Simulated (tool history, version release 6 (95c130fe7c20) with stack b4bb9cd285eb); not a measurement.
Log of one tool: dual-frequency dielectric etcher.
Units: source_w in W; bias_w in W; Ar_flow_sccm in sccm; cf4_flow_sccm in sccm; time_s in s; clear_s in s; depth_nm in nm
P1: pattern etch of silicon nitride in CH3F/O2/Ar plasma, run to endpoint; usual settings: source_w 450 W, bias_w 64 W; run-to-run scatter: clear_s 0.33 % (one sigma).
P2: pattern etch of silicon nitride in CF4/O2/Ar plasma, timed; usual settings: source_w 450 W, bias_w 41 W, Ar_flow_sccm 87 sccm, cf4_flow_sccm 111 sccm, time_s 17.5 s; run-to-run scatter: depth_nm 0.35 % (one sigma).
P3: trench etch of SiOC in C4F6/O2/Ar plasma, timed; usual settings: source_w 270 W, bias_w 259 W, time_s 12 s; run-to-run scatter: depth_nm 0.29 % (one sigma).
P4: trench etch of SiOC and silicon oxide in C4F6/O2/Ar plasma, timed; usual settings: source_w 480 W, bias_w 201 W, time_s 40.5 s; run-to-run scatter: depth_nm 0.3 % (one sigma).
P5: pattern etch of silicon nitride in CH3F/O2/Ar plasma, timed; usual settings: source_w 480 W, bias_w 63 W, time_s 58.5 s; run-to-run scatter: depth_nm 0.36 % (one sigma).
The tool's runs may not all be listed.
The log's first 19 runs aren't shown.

run,hour,process,source_w,bias_w,Ar_flow_sccm,cf4_flow_sccm,time_s,hours since the last wet clean,hours since the last source power generator calibration,hours since the last bias power generator calibration,clear_s,depth_nm
20,169.7,P5,480,63,,,77,482.7,123.1,1305.2,,55.21
21,181,P3,270,198,,,12,494,134.4,1316.5,,22.42
# hour 182.4: wet clean of the chamber
22,191.9,P2,450,57,87,111,17.5,9.5,145.3,1327.4,,32.418
23,198.6,P3,270,259,,,12,16.2,152,1334.1,,24.53
24,203.9,P4,480,138,,,40.5,21.5,157.3,1339.4,,82.601
25,209.8,P4,480,201,,,40.5,27.4,163.2,1345.3,,92.587
26,221.1,P2,450,41,87,73,17.5,38.7,174.5,1356.6,,27.339
27,231.8,P1,530,64,,,,49.4,185.2,1367.3,54.717,
28,237.5,P5,480,63,,,58.5,55.1,190.9,1373,,41.726
29,247.8,P1,450,64,,,,65.4,201.2,1383.3,57.953,
30,253.8,P1,450,64,,,,71.4,207.2,1389.3,58.295,
31,262,P1,450,64,,,,79.6,215.4,1397.5,58.609,
32,272.4,P1,450,64,,,,90,225.8,1407.9,59.044,
# hour 277.1: wet clean of the chamber
33,278.9,P1,450,64,,,,1.8,232.3,1414.4,58.686,
34,289.7,P1,450,64,,,,12.6,243.1,1425.2,58.999,
35,295.4,P1,450,64,,,,18.3,248.8,1430.9,58.998,
36,301.4,P1,450,64,,,,24.3,254.8,1436.9,59.062,

Forecast run 37:
37,308.6,P1,450,64,,,,31.5,262,1444.1,?,

clear_s: 58.89 s
